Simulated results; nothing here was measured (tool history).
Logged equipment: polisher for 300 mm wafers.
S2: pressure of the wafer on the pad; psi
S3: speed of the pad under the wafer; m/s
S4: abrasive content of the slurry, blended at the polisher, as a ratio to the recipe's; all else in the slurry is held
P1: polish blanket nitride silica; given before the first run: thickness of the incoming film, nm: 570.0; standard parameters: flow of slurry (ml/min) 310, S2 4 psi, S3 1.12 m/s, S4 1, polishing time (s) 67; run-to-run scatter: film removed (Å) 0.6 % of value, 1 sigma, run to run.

run 1 hour=10.2 | flow_of_slurry_(ml/min)=310 S2=4 S3=1.12 S4=1 polishing_time_(s)=67 | film_removed_(Å)=461.61
run 2 hour=22.2 | flow_of_slurry_(ml/min)=310 S2=4 S3=1.12 S4=0.65 polishing_time_(s)=67 | film_removed_(Å)=371.85
run 3 hour=28.6 | flow_of_slurry_(ml/min)=195 S2=4 S3=1.12 S4=1 polishing_time_(s)=67 | film_removed_(Å)=435.69
run 4 hour=38.1 | flow_of_slurry_(ml/min)=410 S2=4 S3=1.12 S4=1 polishing_time_(s)=67 | film_removed_(Å)=473.36
run 5 hour=49.4 | flow_of_slurry_(ml/min)=310 S2=4 S3=1.12 S4=1 polishing_time_(s)=67 | film_removed_(Å)=460.22
run 6 hour=60.2 | flow_of_slurry_(ml/min)=310 S2=4 S3=1.52 S4=1 polishing_time_(s)=67 | film_removed_(Å)=589.2
-- hour=61 slurry blender recalibrated
run 7 hour=71.5 | flow_of_slurry_(ml/min)=310 S2=4 S3=1.12 S4=1 polishing_time_(s)=30 | film_removed_(Å)=206.63
run 8 hour=77.5 | flow_of_slurry_(ml/min)=310 S2=4 S3=1.12 S4=1 polishing_time_(s)=67 | film_removed_(Å)=463.05
run 9 hour=85.7 | flow_of_slurry_(ml/min)=310 S2=4 S3=0.66 S4=1 polishing_time_(s)=67 | film_removed_(Å)=306.06
run 10 hour=93.2 | flow_of_slurry_(ml/min)=310 S2=4 S3=1.12 S4=1.5 polishing_time_(s)=67 | film_removed_(Å)=540.86
run 11 hour=102.4 | flow_of_slurry_(ml/min)=310 S2=2 S3=1.12 S4=1 polishing_time_(s)=67 | film_removed_(Å)=228.94
run 12 hour=108.1 | flow_of_slurry_(ml/min)=310 S2=4 S3=1.12 S4=1 polishing_time_(s)=67 | film_removed_(Å)=461.87
run 13 hour=119.9 | flow_of_slurry_(ml/min)=310 S2=4 S3=1.12 S4=1 polishing_time_(s)=67 | film_removed_(Å)=465.57
run 14 hour=131.4 | flow_of_slurry_(ml/min)=310 S2=4 S3=1.12 S4=1 polishing_time_(s)=67 | film_removed_(Å)=464.06
-- hour=138.5 head pressure recalibrated
run 15 hour=140.6 | flow_of_slurry_(ml/min)=310 S2=5.9 S3=1.12 S4=0.8 polishing_time_(s)=67 | film_removed_(Å)=607.09
run 16 hour=151.7 | flow_of_slurry_(ml/min)=310 S2=5.7 S3=1.12 S4=1 polishing_time_(s)=67 | film_removed_(Å)=654.58
run 17 hour=161.3 | flow_of_slurry_(ml/min)=310 S2=4 S3=1.12 S4=1 polishing_time_(s)=67 | film_removed_(Å)=455.86
run 18 hour=173.3 | flow_of_slurry_(ml/min)=310 S2=4 S3=1.12 S4=1 polishing_time_(s)=105 | film_removed_(Å)=714.5
run 19 hour=180.7 | flow_of_slurry_(ml/min)=310 S2=4 S3=1.12 S4=1 polishing_time_(s)=67 | film_removed_(Å)=461.14
run 20 hour=190.9 | flow_of_slurry_(ml/min)=310 S2=4 S3=1.12 S4=1 polishing_time_(s)=67 | film_removed_(Å)=440.17
run 21 hour=198.5 | flow_of_slurry_(ml/min)=310 S2=4 S3=1.12 S4=1 polishing_time_(s)=67 | film_removed_(Å)=425.84
run 22 hour=206.4 | flow_of_slurry_(ml/min)=310 S2=4 S3=1.12 S4=1 polishing_time_(s)=67 | film_removed_(Å)=421.33
run 23 hour=215.1 | flow_of_slurry_(ml/min)=310 S2=4 S3=1.12 S4=1 polishing_time_(s)=67 | film_removed_(Å)=415.63
run 24 hour=226.3 | flow_of_slurry_(ml/min)=310 S2=4 S3=1.12 S4=1 polishing_time_(s)=67 | film_removed_(Å)=414.43
-- hour=228.8 conditioning disc replaced and pad reconditioned
run 25 hour=235.1 | flow_of_slurry_(ml/min)=310 S2=4 S3=1.12 S4=1 polishing_time_(s)=67 | film_removed_(Å)=413.88
-- hour=236.1 worn pad replaced by a new one
run 26 hour=242.8 | flow_of_slurry_(ml/min)=310 S2=4 S3=1.12 S4=1 polishing_time_(s)=67 | film_removed_(Å)=412.31
run 27 hour=252.1 | flow_of_slurry_(ml/min)=310 S2=4 S3=1.12 S4=1 polishing_time_(s)=67 | film_removed_(Å)=411.5
run 28 hour=260 | flow_of_slurry_(ml/min)=310 S2=4 S3=1.12 S4=1 polishing_time_(s)=67 | film_removed_(Å)=406.55

What P1 gives has crept away from where it was. These 2 causes fit the log equally well, each at the size given:
A: abrasive missing from the slurry, % = 21.7
B: head's pressure below its setpoint, % = 11.2
The drift started at roughly hour 180.7.
Excluded causes, each with its reason:
removal rate lost through wear of the pad, %: was serviced at hour 236.1, once the creep was under way, yet the earlier output never came back
slurry flow missing at the pad, %: 40 at the very most, moving film removed (Å) by -5.5 %, which is either too weak or the wrong sign
time polished since the conditioner stopped cutting, s: was serviced at hour 228.8, once the creep was under way, yet the earlier output never came back

Below are 4 check runs, each averaged over 5 wafers, with their results shown as question marks. Which of them would give clearly different results depending on which cause is behind the drift?
run check 1 hour=267.9 | flow_of_slurry_(ml/min)=205 S2=4 S3=1.12 S4=1 polishing_time_(s)=33 | film_removed_(Å)=?
run check 2 hour=267.9 | flow_of_slurry_(ml/min)=310 S2=2.2 S3=1.12 S4=1 polishing_time_(s)=88 | film_removed_(Å)=?
run check 3 hour=267.9 | flow_of_slurry_(ml/min)=310 S2=4 S3=1.12 S4=1.45 polishing_time_(s)=67 | film_removed_(Å)=?
run check 4 hour=267.9 | flow_of_slurry_(ml/min)=310 S2=4 S3=1.12 S4=1 polishing_time_(s)=103 | film_removed_(Å)=?

How each check would come out, cause by cause:
check=check_1 result=film_removed_(Å) if_A=192.9 if_B=192.88
check=check_2 result=film_removed_(Å) if_A=295.55 if_B=295.51
check=check_3 result=film_removed_(Å) if_A=487.06 if_B=476.25
check=check_4 result=film_removed_(Å) if_A=628.96 if_B=628.87
Separation of the two closest causes in each check, using whichever result separates them best: check 1 0.01 %; check 2 0.01 %; check 3 2.24 %; check 4 0.01 %
The causes can be told apart only by check 3. The other checks would give nearly the same results under each of them.

Running check 3 produced the following: film removed (Å) 477.33. Which one of the listed causes fits?

It is B: head's pressure below its setpoint, %.
